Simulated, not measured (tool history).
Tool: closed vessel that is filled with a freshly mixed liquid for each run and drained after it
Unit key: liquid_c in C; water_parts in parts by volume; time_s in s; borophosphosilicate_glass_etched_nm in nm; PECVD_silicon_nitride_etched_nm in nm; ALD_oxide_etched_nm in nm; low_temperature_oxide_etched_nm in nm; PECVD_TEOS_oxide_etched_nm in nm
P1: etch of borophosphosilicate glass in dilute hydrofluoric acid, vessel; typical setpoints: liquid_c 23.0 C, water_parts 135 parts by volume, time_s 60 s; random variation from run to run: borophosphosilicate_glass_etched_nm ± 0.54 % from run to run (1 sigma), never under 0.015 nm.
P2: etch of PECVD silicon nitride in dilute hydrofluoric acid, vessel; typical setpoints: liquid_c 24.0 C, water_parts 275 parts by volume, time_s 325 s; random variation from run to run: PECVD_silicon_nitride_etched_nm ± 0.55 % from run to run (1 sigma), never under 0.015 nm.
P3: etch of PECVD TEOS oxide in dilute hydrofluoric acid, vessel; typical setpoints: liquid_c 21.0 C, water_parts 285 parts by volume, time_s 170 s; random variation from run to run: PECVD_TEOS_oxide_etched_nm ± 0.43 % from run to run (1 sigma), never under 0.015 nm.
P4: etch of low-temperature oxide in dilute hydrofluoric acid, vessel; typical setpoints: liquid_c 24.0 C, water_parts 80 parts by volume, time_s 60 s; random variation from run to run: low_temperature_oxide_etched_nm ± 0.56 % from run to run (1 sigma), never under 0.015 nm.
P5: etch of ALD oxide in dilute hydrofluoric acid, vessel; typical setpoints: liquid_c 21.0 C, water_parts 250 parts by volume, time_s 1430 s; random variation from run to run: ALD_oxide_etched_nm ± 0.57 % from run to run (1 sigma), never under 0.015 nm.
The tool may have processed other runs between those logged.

run,hour,process,liquid_c,water_parts,time_s,borophosphosilicate_glass_etched_nm,PECVD_silicon_nitride_etched_nm,ALD_oxide_etched_nm,low_temperature_oxide_etched_nm,PECVD_TEOS_oxide_etched_nm
1,7.1,P1,23.0,135,60,19.3680,,,,
2,14.1,P1,23.0,195,60,12.7800,,,,
3,17.8,P2,24.0,275,325,,4.1692,,,
4,22.9,P5,27.0,250,1430,,,55.320,,
5,26.7,P2,30.5,275,325,,6.1554,,,
6,33.9,P4,17.5,80,60,,,,10.0670,
7,40.9,P3,17.0,285,170,,,,,5.3985
8,48.3,P4,24.0,80,60,,,,13.1720,
9,54.6,P1,23.0,135,60,19.5480,,,,
10,60.4,P1,23.0,135,30,9.9195,,,,
11,65.0,P3,21.0,285,170,,,,,6.2466
# hour 68.9: hydrofluoric acid flow meter replaced
12,71.6,P5,21.0,250,1430,,,44.977,,
13,75.0,P1,31.0,135,60,26.3340,,,,
14,79.4,P1,17.0,135,60,15.3560,,,,
15,82.7,P1,23.0,135,60,19.5040,,,,
16,86.5,P3,21.0,285,170,,,,,6.2561
17,93.2,P3,21.0,80,170,,,,,27.5130
18,97.4,P1,23.0,85,60,32.9810,,,,
19,101.6,P4,24.0,45,60,,,,24.7420,
20,105.5,P1,23.0,235,90,15.1900,,,,
21,112.9,P1,30.0,135,35,14.9290,,,,
22,118.8,P2,24.0,85,325,,13.3560,,,
23,123.7,P5,21.0,250,2060,,,63.811,,
24,127.0,P3,21.0,285,40,,,,,1.4767
25,133.8,P1,23.0,135,95,31.0040,,,,
26,138.9,P5,21.0,140,1430,,,87.935,,
27,142.3,P1,23.0,135,60,19.6140,,,,
28,148.5,P4,24.0,80,60,,,,13.2620,
29,153.6,P2,24.0,275,325,,4.1266,,,
30,161.0,P2,24.0,275,500,,6.3390,,,
31,165.8,P4,24.0,80,30,,,,6.6132,
32,169.1,P1,23.0,135,60,19.5140,,,,
33,174.8,P1,23.0,135,60,19.4900,,,,
34,178.0,P1,23.0,135,60,19.1810,,,,
35,182.3,P1,23.0,135,60,19.0270,,,,
36,187.9,P1,23.0,135,60,18.7370,,,,
37,192.3,P1,23.0,135,60,18.5820,,,,
38,198.1,P1,23.0,135,60,18.3800,,,,
39,202.8,P1,23.0,135,60,18.3420,,,,
40,207.6,P1,23.0,135,60,18.3100,,,,
41,213.9,P1,23.0,135,60,18.3160,,,,
42,218.4,P1,23.0,135,60,17.9750,,,,
43,225.1,P1,23.0,135,60,18.1950,,,,

P1 has crept away from where it was. The log is fitted equally well by each of these 2 causes, at the sizes shown:
A: hydrofluoric acid flow below the setpoint (%) = 6.29
B: liquid colder than its thermometer reads (K) = 1.91
The gradual shift began around hour 174.8.

Each of the 4 check runs below uses one wafer; its results are left as question marks. Which run tells the causes apart?
check 1,231.8,P3,21.0,205,45,,,,,?
check 2,231.8,P4,18.5,80,30,,,,?,
check 3,231.8,P2,24.0,130,325,,?,,,
check 4,231.8,P5,21.0,165,1430,,,?,,

Expected result of each check under each candidate cause:
check,result,if A,if B
check 1,PECVD_TEOS_oxide_etched_nm,2.2994,2.3111
check 2,low_temperature_oxide_etched_nm,4.9213,4.8710
check 3,PECVD_silicon_nitride_etched_nm,8.1758,7.6920
check 4,ALD_oxide_etched_nm,68.272,68.355
Separation of the two closest causes in each check, using whichever result separates them best: check 1 0.51 %; check 2 1.03 %; check 3 6.1 %; check 4 0.12 %
Of the check runs offered, only check 3 discriminates between the causes; the rest would read about the same regardless of which cause applies.

Check 3 was carried out, with these results: PECVD_silicon_nitride_etched_nm 8.1108 nm. Which of the listed causes is responsible?

The correct cause is A, namely: hydrofluoric acid flow below the setpoint (%).

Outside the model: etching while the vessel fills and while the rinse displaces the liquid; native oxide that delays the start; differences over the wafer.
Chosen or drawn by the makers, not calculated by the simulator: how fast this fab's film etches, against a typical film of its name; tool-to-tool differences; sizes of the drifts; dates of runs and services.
